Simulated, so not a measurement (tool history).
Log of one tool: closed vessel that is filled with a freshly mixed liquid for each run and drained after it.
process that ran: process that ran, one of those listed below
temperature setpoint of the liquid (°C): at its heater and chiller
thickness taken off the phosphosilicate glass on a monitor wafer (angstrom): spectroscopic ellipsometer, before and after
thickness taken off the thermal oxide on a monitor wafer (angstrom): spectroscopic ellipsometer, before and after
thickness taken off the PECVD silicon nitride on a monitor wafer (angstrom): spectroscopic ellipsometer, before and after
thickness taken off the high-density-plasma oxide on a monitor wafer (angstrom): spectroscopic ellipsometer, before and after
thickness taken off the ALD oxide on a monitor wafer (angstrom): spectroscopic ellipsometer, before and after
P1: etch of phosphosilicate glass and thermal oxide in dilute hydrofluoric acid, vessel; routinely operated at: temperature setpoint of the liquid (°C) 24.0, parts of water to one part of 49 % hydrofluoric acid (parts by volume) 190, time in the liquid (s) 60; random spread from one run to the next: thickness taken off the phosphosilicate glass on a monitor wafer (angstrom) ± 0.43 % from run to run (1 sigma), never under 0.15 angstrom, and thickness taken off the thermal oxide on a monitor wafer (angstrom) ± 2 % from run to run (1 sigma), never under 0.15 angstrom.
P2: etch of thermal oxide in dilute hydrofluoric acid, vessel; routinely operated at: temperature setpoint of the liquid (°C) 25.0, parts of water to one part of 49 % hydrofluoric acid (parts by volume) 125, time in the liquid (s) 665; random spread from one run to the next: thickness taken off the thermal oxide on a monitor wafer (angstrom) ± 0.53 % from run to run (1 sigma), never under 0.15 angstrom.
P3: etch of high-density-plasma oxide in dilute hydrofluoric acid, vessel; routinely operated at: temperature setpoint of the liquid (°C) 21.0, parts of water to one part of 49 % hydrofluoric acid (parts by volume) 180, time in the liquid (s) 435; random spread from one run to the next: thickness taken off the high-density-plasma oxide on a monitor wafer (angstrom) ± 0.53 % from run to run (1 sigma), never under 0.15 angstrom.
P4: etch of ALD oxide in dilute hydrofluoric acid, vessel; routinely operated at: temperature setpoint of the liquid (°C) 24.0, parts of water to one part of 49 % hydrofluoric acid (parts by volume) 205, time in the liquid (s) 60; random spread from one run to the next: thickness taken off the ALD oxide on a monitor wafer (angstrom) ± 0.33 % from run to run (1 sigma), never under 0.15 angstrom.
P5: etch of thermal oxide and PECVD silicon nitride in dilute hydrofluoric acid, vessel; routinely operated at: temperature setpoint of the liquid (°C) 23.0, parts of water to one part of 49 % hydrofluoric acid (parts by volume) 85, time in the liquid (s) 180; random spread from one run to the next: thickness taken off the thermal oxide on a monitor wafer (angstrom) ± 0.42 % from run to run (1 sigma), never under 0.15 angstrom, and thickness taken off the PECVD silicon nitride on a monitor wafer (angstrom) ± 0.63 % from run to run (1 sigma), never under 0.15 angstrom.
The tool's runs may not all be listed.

run,hour,process that ran,temperature setpoint of the liquid (°C),parts of water to one part of 49 % hydrofluoric acid (parts by volume),time in the liquid (s),hours since the thermometer was replaced,hours since the hydrofluoric acid flow meter was replaced,thickness taken off the phosphosilicate glass on a monitor wafer (angstrom),thickness taken off the thermal oxide on a monitor wafer (angstrom),thickness taken off the PECVD silicon nitride on a monitor wafer (angstrom),thickness taken off the high-density-plasma oxide on a monitor wafer (angstrom),thickness taken off the ALD oxide on a monitor wafer (angstrom)
1,8.8,P1,24.0,190,60,2002.6,462.7,443.68,12.8690,,,
2,22.4,P1,24.0,190,60,2016.2,476.3,441.80,13.2600,,,
3,36.1,P5,23.0,85,295,2029.9,490.0,,157.6500,76.047,,
4,47.2,P3,21.0,280,435,2041.0,501.1,,,,106.51,
5,60.9,P1,31.5,45,60,2054.7,514.8,2999.70,90.4890,,,
6,67.2,P4,24.0,205,95,2061.0,521.1,,,,,112.980
7,77.6,P2,25.0,210,665,2071.4,531.5,,132.6700,,,
8,86.8,P3,21.0,180,435,2080.6,540.7,,,,180.49,
9,94.9,P3,21.0,180,840,2088.7,548.8,,,,353.48,
10,101.2,P3,29.0,180,435,2095.0,555.1,,,,245.67,
11,114.2,P1,30.0,120,60,2108.0,568.1,950.13,28.4510,,,
12,123.0,P1,24.0,190,60,2116.8,576.9,443.76,13.6390,,,
13,129.1,P1,24.0,190,60,2122.9,583.0,441.23,13.2150,,,
14,139.3,P1,24.0,190,30,2133.1,593.2,219.74,6.9443,,,
15,146.9,P5,23.0,85,180,2140.7,600.8,,97.1420,46.576,,
16,155.8,P2,25.0,125,665,2149.6,609.7,,243.7400,,,
17,165.2,P4,24.0,70,60,2159.0,619.1,,,,,244.470
18,172.4,P4,30.5,205,60,2166.2,626.3,,,,,90.125
19,183.2,P2,25.0,125,665,2177.0,637.1,,246.3900,,,
20,191.7,P5,28.0,85,180,2185.5,645.6,,117.6900,64.295,,
# hour 195.6: hydrofluoric acid flow meter replaced
21,201.6,P1,31.0,190,105,2195.4,6.1,994.33,29.8130,,,
22,209.6,P4,24.0,205,60,2203.4,14.1,,,,,71.029
23,217.2,P2,25.0,125,1180,2211.0,21.7,,432.8800,,,
24,229.8,P2,33.0,125,665,2223.6,34.3,,329.5500,,,
25,241.8,P1,24.0,325,60,2235.6,46.3,227.10,6.8015,,,
26,255.1,P1,24.0,190,105,2248.9,59.6,774.14,23.5220,,,
27,261.6,P1,19.0,190,60,2255.4,66.1,364.13,11.3580,,,

Run 28 is up next; what results do you expect?
28,272.5,P1,24.0,75,60,2266.3,77.0,?,?,,,

thickness taken off the phosphosilicate glass on a monitor wafer (angstrom): 1280.30
thickness taken off the thermal oxide on a monitor wafer (angstrom): 38.0360

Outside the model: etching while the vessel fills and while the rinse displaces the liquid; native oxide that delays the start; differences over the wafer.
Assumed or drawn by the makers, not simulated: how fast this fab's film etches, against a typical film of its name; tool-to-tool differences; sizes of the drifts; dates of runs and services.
